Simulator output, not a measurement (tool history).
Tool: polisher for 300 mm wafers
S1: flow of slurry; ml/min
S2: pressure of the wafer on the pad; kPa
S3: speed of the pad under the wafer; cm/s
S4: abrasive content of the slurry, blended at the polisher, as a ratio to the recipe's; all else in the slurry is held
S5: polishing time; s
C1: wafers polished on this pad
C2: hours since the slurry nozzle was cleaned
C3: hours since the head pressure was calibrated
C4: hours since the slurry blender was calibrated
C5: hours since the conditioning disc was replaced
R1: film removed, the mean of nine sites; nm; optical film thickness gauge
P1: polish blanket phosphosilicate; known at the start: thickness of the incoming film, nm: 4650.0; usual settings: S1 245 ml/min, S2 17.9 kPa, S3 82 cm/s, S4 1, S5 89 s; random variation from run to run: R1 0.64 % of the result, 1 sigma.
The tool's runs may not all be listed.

run 1 hour=3.5 | S1=245 S2=17.9 S3=82 S4=1 S5=89 | C1=543 C2=279.2 C3=105.1 C4=120.1 C5=349.9 | R1=523.02
run 2 hour=6.6 | S1=245 S2=17.9 S3=82 S4=1.45 S5=89 | C1=562 C2=282.3 C3=108.2 C4=123.2 C5=353 | R1=614.01
run 3 hour=10.9 | S1=245 S2=17.9 S3=82 S4=0.75 S5=89 | C1=589 C2=286.6 C3=112.5 C4=127.5 C5=357.3 | R1=457.83
run 4 hour=14.7 | S1=245 S2=27.6 S3=82 S4=1 S5=89 | C1=612 C2=290.4 C3=116.3 C4=131.3 C5=361.1 | R1=811.61
run 5 hour=18.9 | S1=145 S2=17.9 S3=82 S4=1 S5=89 | C1=638 C2=294.6 C3=120.5 C4=135.5 C5=365.3 | R1=485.76
run 6 hour=21.7 | S1=245 S2=17.9 S3=82 S4=1 S5=89 | C1=655 C2=297.4 C3=123.3 C4=138.3 C5=368.1 | R1=517.09
run 7 hour=24.7 | S1=245 S2=17.9 S3=128 S4=1 S5=89 | C1=673 C2=300.4 C3=126.3 C4=141.3 C5=371.1 | R1=750.59
run 8 hour=27.1 | S1=245 S2=11 S3=82 S4=1 S5=89 | C1=688 C2=302.8 C3=128.7 C4=143.7 C5=373.5 | R1=321.04
run 9 hour=30.8 | S1=245 S2=17.9 S3=82 S4=1 S5=131 | C1=710 C2=306.5 C3=132.4 C4=147.4 C5=377.2 | R1=774.07
run 10 hour=34.4 | S1=245 S2=11.7 S3=82 S4=1.45 S5=89 | C1=732 C2=310.1 C3=136 C4=151 C5=380.8 | R1=397.76
run 11 hour=37.4 | S1=245 S2=17.9 S3=42 S4=1 S5=89 | C1=751 C2=313.1 C3=139 C4=154 C5=383.8 | R1=306.71
-- hour=40 conditioning disc replaced and pad reconditioned
run 12 hour=40.3 | S1=370 S2=17.9 S3=82 S4=1 S5=89 | C1=768 C2=316 C3=141.9 C4=156.9 C5=0.4 | R1=544.08
run 13 hour=45.9 | S1=245 S2=17.9 S3=82 S4=1 S5=89 | C1=803 C2=321.6 C3=147.5 C4=162.5 C5=6 | R1=527.98
run 14 hour=49.4 | S1=245 S2=17.9 S3=82 S4=1 S5=89 | C1=824 C2=325.1 C3=151 C4=166 C5=9.5 | R1=521.13
run 15 hour=53.7 | S1=245 S2=17.9 S3=82 S4=1 S5=40 | C1=850 C2=329.4 C3=155.3 C4=170.3 C5=13.8 | R1=233.34
run 16 hour=58.7 | S1=245 S2=17.9 S3=82 S4=1 S5=89 | C1=881 C2=334.4 C3=160.3 C4=175.3 C5=18.8 | R1=517.43
run 17 hour=62 | S1=245 S2=17.9 S3=82 S4=1 S5=89 | C1=901 C2=337.7 C3=163.6 C4=178.6 C5=22.1 | R1=521.34
run 18 hour=65.9 | S1=245 S2=17.9 S3=82 S4=1 S5=89 | C1=925 C2=341.6 C3=167.5 C4=182.5 C5=26 | R1=524.95
run 19 hour=70.7 | S1=245 S2=17.9 S3=82 S4=1 S5=89 | C1=954 C2=346.4 C3=172.3 C4=187.3 C5=30.8 | R1=503.29
run 20 hour=75.2 | S1=245 S2=17.9 S3=82 S4=1 S5=89 | C1=982 C2=350.9 C3=176.8 C4=191.8 C5=35.3 | R1=491.76
run 21 hour=78.9 | S1=245 S2=17.9 S3=82 S4=1 S5=89 | C1=1005 C2=354.6 C3=180.5 C4=195.5 C5=39 | R1=483.79
run 22 hour=84.5 | S1=245 S2=17.9 S3=82 S4=1 S5=89 | C1=1039 C2=360.2 C3=186.1 C4=201.1 C5=44.6 | R1=476.23
-- hour=85.4 conditioning disc replaced and pad reconditioned
run 23 hour=87.6 | S1=245 S2=17.9 S3=82 S4=1 S5=89 | C1=1058 C2=363.3 C3=189.2 C4=204.2 C5=2.2 | R1=468
run 24 hour=90 | S1=245 S2=17.9 S3=82 S4=1 S5=89 | C1=1072 C2=365.7 C3=191.6 C4=206.6 C5=4.6 | R1=469.44
run 25 hour=93.4 | S1=245 S2=17.9 S3=82 S4=1 S5=89 | C1=1093 C2=369.1 C3=195 C4=210 C5=8 | R1=472.51
-- hour=94.4 slurry nozzle cleaned
-- hour=94.5 head pressure recalibrated
run 26 hour=98.3 | S1=245 S2=17.9 S3=82 S4=1 S5=89 | C1=1123 C2=3.9 C3=3.9 C4=214.9 C5=12.9 | R1=467.07
run 27 hour=102.1 | S1=245 S2=17.9 S3=82 S4=1 S5=89 | C1=1146 C2=7.7 C3=7.7 C4=218.7 C5=16.7 | R1=464.41
run 28 hour=106.2 | S1=245 S2=17.9 S3=82 S4=1 S5=89 | C1=1171 C2=11.8 C3=11.8 C4=222.8 C5=20.8 | R1=460.62
run 29 hour=111.8 | S1=245 S2=17.9 S3=82 S4=1 S5=89 | C1=1206 C2=17.4 C3=17.4 C4=228.4 C5=26.4 | R1=467.44

What P1 gives has crept away from where it was. These 2 causes fit the log equally well, each at the size given:
A: abrasive missing from the slurry, % = 22
B: removal rate lost through wear of the pad, % = 11.3
The creep began at about hour 65.9.
Why every other cause is out:
slurry flow missing at the pad, %: serviced at hour 94.4, which brought nothing back
head's pressure below its setpoint, %: serviced at hour 94.5, which brought nothing back
time polished since the conditioner stopped cutting, s: serviced at hour 85.4, which brought nothing back

4 check runs are offered, each on 5 wafers whose results are averaged, their results left as question marks. Which one tells the causes apart?
run check 1 hour=117.4 | S1=245 S2=17.9 S3=44 S4=1 S5=122 | R1=?
run check 2 hour=117.4 | S1=245 S2=26.9 S3=118 S4=1 S5=89 | R1=?
run check 3 hour=117.4 | S1=370 S2=17.9 S3=82 S4=1 S5=56 | R1=?
run check 4 hour=117.4 | S1=315 S2=17.9 S3=82 S4=1.45 S5=89 | R1=?

What each check would give under each cause:
check=check_1 result=R1 if_A=386.07 if_B=386.35
check=check_2 result=R1 if_A=930.1 if_B=930.77
check=check_3 result=R1 if_A=302.57 if_B=302.78
check=check_4 result=R1 if_A=565.43 if_B=553.17
How far apart the two closest causes lie, in the result that separates them most: check 1 0.07 %; check 2 0.07 %; check 3 0.07 %; check 4 2.19 %
Only check 4 tells the causes apart: in the others they would give nearly the same result.

Check 4 was then run and gave: R1 563.54 nm. Which cause is it?

It is A: abrasive missing from the slurry, %.
